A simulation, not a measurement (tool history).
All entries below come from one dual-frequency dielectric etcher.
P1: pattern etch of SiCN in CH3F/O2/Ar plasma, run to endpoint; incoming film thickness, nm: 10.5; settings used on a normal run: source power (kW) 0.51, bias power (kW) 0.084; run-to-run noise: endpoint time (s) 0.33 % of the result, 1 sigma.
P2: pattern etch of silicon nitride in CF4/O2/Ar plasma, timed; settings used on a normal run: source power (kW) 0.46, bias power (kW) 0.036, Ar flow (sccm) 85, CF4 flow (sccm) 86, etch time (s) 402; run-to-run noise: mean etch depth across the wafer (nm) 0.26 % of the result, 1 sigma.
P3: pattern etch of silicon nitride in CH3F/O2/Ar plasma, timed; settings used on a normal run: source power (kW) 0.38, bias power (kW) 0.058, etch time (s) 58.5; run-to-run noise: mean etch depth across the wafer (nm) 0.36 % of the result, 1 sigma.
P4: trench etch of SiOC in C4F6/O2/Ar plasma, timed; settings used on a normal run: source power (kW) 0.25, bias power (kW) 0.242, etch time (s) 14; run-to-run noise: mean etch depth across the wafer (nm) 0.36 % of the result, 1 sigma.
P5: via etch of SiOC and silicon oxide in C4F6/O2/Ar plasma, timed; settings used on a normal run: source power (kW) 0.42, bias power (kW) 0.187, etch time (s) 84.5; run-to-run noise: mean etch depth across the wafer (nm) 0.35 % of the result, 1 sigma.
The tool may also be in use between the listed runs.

run   hour  process that ran  source power (kW)  bias power (kW)  Ar flow (sccm)  CF4 flow (sccm)  etch time (s)  hours since the last wet clean  hours since the last source power generator calibration  hours since the last bias power generator calibration  endpoint time (s)  mean etch depth across the wafer (nm)
  1    4.3                P1               0.51            0.084                                                                            60.2                                                    902.3                                                 1117.9             23.885
  2    9.3                P2               0.46            0.036              85               86            402                            65.2                                                    907.3                                                 1122.9                                                    637.34
  3   15.3                P4               0.25            0.242                                            20.5                            71.2                                                    913.3                                                 1128.9                                                    40.156
  4   18.6                P2               0.46            0.036              85               86            221                            74.5                                                    916.6                                                 1132.2                                                    351.48
  5   22.7                P5               0.42            0.187                                            84.5                            78.6                                                    920.7                                                 1136.3                                                    103.74
  6   27.8                P3               0.38            0.073                                            58.5                            83.7                                                    925.8                                                 1141.4                                                    41.623
  7   32.1                P1               0.51            0.084                                                                              88                                                    930.1                                                 1145.7             23.688
  8   35.7                P5                0.5            0.187                                            84.5                            91.6                                                    933.7                                                 1149.3                                                    111.43
  9   40.7                P5               0.42            0.187                                            46.5                            96.6                                                    938.7                                                 1154.3                                                    57.712
 10   43.6                P2               0.57            0.036              85               86            402                            99.5                                                    941.6                                                 1157.2                                                    767.37
 11   48.8                P1               0.66             0.06                                                                           104.7                                                    946.8                                                 1162.4             24.138
 12   54.4                P4               0.16            0.242                                              14                           110.3                                                    952.4                                                   1168                                                    23.139
 13   59.2                P1               0.36            0.084                                                                           115.1                                                    957.2                                                 1172.8             27.047
 14   62.2                P1               0.51            0.055                                                                           118.1                                                    960.2                                                 1175.8             27.633
 15   68.3                P2               0.46            0.036              85               86            402                           124.2                                                    966.3                                                 1181.9                                                    638.53
 16   72.5                P1               0.51            0.084                                                                           128.4                                                    970.5                                                 1186.1             23.818
 17   76.3                P4               0.25            0.242                                              14                           132.2                                                    974.3                                                 1189.9                                                    27.116
 18   81.2                P1               0.51            0.109                                                                           137.1                                                    979.2                                                 1194.8             21.646
 19   86.4                P3               0.38            0.058                                              85                           142.3                                                    984.4                                                   1200                                                    56.032
 20   91.6                P4               0.25            0.327                                              14                           147.5                                                    989.6                                                 1205.2                                                    30.613
 21   96.2                P3               0.38            0.058                                            58.5                           152.1                                                    994.2                                                 1209.8                                                     38.24
 22   99.1                P3               0.46            0.058                                            58.5                             155                                                    997.1                                                 1212.7                                                    41.426
 23  104.9                P5               0.42            0.142                                            84.5                           160.8                                                   1002.9                                                 1218.5                                                    95.981
 24  110.3                P1               0.51            0.084                                                                           166.2                                                   1008.3                                                 1223.9             23.853
 25  114.5                P1               0.51            0.084                                                                           170.4                                                   1012.5                                                 1228.1             23.898
 26  119.2                P4               0.25            0.242                                              14                           175.1                                                   1017.2                                                 1232.8                                                    27.467
 27  124.9                P2               0.46            0.036              85              108            402                           180.8                                                   1022.9                                                 1238.5                                                    653.63
 28  130.9                P2               0.46            0.045              85               86            402                           186.8                                                   1028.9                                                 1244.5                                                    690.05
 29  134.6                P5               0.42            0.187                                            84.5                           190.5                                                   1032.6                                                 1248.2                                                    104.39
 30  138.9                P2               0.46            0.036              59               86            402                           194.8                                                   1036.9                                                 1252.5                                                    668.22
 31  142.9                P1                0.7            0.084                                                                           198.8                                                   1040.9                                                 1256.5             21.099
 32  146.3                P1               0.51            0.084                                                                           202.2                                                   1044.3                                                 1259.9             23.818
 33  151.3                P1               0.51            0.084                                                                           207.2                                                   1049.3                                                 1264.9             23.991
 34  157.5                P1               0.51            0.084                                                                           213.4                                                   1055.5                                                 1271.1             24.051
 35  161.2                P1               0.51            0.084                                                                           217.1                                                   1059.2                                                 1274.8             24.025
     163.3  -- wet clean of the chamber
 36  165.3                P1               0.51            0.084                                                                               2                                                   1063.3                                                 1278.9             24.187
 37  170.1                P1               0.51            0.084                                                                             6.8                                                   1068.1                                                 1283.7             24.167
 38  176.2                P1               0.51            0.084                                                                            12.9                                                   1074.2                                                 1289.8             24.265
 39  182.2                P1               0.51            0.084                                                                            18.9                                                   1080.2                                                 1295.8             24.232
 40  187.5                P1               0.51            0.084                                                                            24.2                                                   1085.5                                                 1301.1             24.137

Compared with where it was, what P1 gives has crept away. Each cause listed below fits the log as well as the rest, at the size given for it:
A: bias power that arrives under what is set, % = 4.56
B: source power that arrives under what is set, % = 4.35
The onset of the drift is placed at about hour 146.3.
Every other cause this tool's parts could produce, and why it does not fit the log:
chamber walls in a state that lowers the etch rate, %: serviced at hour 163.3, after the drift had started, without restoring the earlier output

Consider the 4 single-wafer check runs listed below, results given as question marks: which one distinguishes between the causes by giving clearly different results for each?
check 1  192.8                P2               0.46            0.036              85               86            402                                                                                                                                                                                                         ?
check 2  192.8                P4               0.25            0.242                                              14                                                                                                                                                                                                         ?
check 3  192.8                P5               0.42            0.187                                            84.5                                                                                                                                                                                                         ?
check 4  192.8                P3               0.38            0.058                                            58.5                                                                                                                                                                                                         ?

Check results expected under each cause:
  check                                 result    if A    if B
check 1  mean etch depth across the wafer (nm)  627.45  613.25
check 2  mean etch depth across the wafer (nm)  26.958  26.937
check 3  mean etch depth across the wafer (nm)   102.9  102.68
check 4  mean etch depth across the wafer (nm)  37.846  37.774
Per check, the gap between the least separated pair of causes, taken in the result that splits them most: check 1 2.29 %; check 2 0.08 %; check 3 0.22 %; check 4 0.19 %
Check 1 distinguishes between the causes, while the remaining checks would return nearly the same result for all of them.

Then check 1 was run and gave: mean etch depth across the wafer (nm) 629.39. Which cause is it?

Of the candidate causes, it is A: bias power that arrives under what is set, %.
